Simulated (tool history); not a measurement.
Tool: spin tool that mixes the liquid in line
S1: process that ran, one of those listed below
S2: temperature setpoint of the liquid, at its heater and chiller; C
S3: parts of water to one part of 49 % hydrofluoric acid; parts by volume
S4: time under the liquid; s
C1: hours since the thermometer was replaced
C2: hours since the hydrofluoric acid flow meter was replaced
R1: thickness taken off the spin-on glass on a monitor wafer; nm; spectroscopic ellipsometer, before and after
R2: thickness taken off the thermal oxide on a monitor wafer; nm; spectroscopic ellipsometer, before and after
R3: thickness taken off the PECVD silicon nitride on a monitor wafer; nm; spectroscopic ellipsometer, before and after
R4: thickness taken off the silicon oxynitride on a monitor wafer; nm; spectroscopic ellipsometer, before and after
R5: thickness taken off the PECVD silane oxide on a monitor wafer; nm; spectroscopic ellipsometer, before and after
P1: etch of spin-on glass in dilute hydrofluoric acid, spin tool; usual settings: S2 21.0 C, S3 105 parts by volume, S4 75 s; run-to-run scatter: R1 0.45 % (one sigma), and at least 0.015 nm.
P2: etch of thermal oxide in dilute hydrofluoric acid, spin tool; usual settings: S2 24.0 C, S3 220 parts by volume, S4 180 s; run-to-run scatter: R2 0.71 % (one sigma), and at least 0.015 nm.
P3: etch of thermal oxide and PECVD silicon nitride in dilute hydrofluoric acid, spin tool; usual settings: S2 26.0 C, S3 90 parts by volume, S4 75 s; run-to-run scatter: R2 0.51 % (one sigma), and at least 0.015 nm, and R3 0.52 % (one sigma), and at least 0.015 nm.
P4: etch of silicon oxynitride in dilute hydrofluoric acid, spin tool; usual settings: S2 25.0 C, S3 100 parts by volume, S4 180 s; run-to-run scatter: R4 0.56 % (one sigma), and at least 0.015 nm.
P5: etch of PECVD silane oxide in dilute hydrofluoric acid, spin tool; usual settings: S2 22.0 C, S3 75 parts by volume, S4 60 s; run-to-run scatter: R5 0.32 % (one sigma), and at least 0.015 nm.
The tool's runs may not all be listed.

run	hour	S1	S2	S3	S4	C1	C2	R1	R2	R3	R4	R5
1	4.9	P1	21.0	105	75	1643.2	1572.8	37.888				
2	13.7	P1	25.5	105	145	1652.0	1581.6	88.219				
3	22.8	P3	26.0	90	75	1661.1	1590.7		4.1305	4.8067		
4	31.8	P4	25.0	100	180	1670.1	1599.7				6.9045	
5	41.1	P5	29.5	75	60	1679.4	1609.0					18.812
6	46.6	P1	17.0	105	75	1684.9	1614.5	32.360				
7	50.9	P1	21.0	175	75	1689.2	1618.8	21.148				
8	57.7	P5	22.0	75	60	1696.0	1625.6					14.013
9	65.5	P1	21.0	60	75	1703.8	1633.4	70.394				
10	70.7	P2	24.0	220	180	1709.0	1638.6		3.3371			
11	77.0	P4	25.0	100	180	1715.3	1644.9				6.9175	
# hour 78.2: hydrofluoric acid flow meter replaced
12	83.2	P1	21.0	105	20	1721.5	5.0	10.097				
13	90.6	P1	21.0	105	75	1728.9	12.4	37.683				
14	97.4	P5	22.0	75	60	1735.7	19.2					13.929
15	106.5	P3	26.0	150	75	1744.8	28.3		2.2758	2.8777		
16	112.4	P2	24.0	220	315	1750.7	34.2		5.9249			
17	121.6	P5	22.0	20	60	1759.9	43.4					56.086
18	127.9	P3	26.0	90	40	1766.2	49.7		2.2167	2.5415		
19	135.5	P1	21.0	105	75	1773.8	57.3	37.975				
20	142.5	P1	26.5	105	75	1780.8	64.3	47.301				
21	150.6	P1	21.0	105	75	1788.9	72.4	37.975				
22	157.3	P4	32.5	100	180	1795.6	79.1				9.6822	
23	161.6	P4	25.0	100	300	1799.9	83.4				11.4360	
24	169.9	P3	26.0	90	75	1808.2	91.7		4.1407	4.8682		
25	177.4	P1	21.0	105	140	1815.7	99.2	71.213				
26	183.4	P4	25.0	175	180	1821.7	105.2				3.7393	
27	188.5	P3	34.0	90	75	1826.8	110.3		5.5474	8.0094		
28	196.3	P1	21.0	105	75	1834.6	118.1	37.878				
29	200.9	P2	19.5	220	180	1839.2	122.7		2.8958			
30	210.2	P2	24.0	130	180	1848.5	132.0		6.2917			
31	215.6	P2	24.0	220	180	1853.9	137.4		3.4136			
32	224.1	P5	22.0	75	85	1862.4	145.9					19.688
33	229.4	P1	21.0	105	75	1867.7	151.2	38.230				

The next listed run, before its measurement:
34	235.9	P1	21.0	105	75	1874.2	157.7	?				

R1: 38.726 nm

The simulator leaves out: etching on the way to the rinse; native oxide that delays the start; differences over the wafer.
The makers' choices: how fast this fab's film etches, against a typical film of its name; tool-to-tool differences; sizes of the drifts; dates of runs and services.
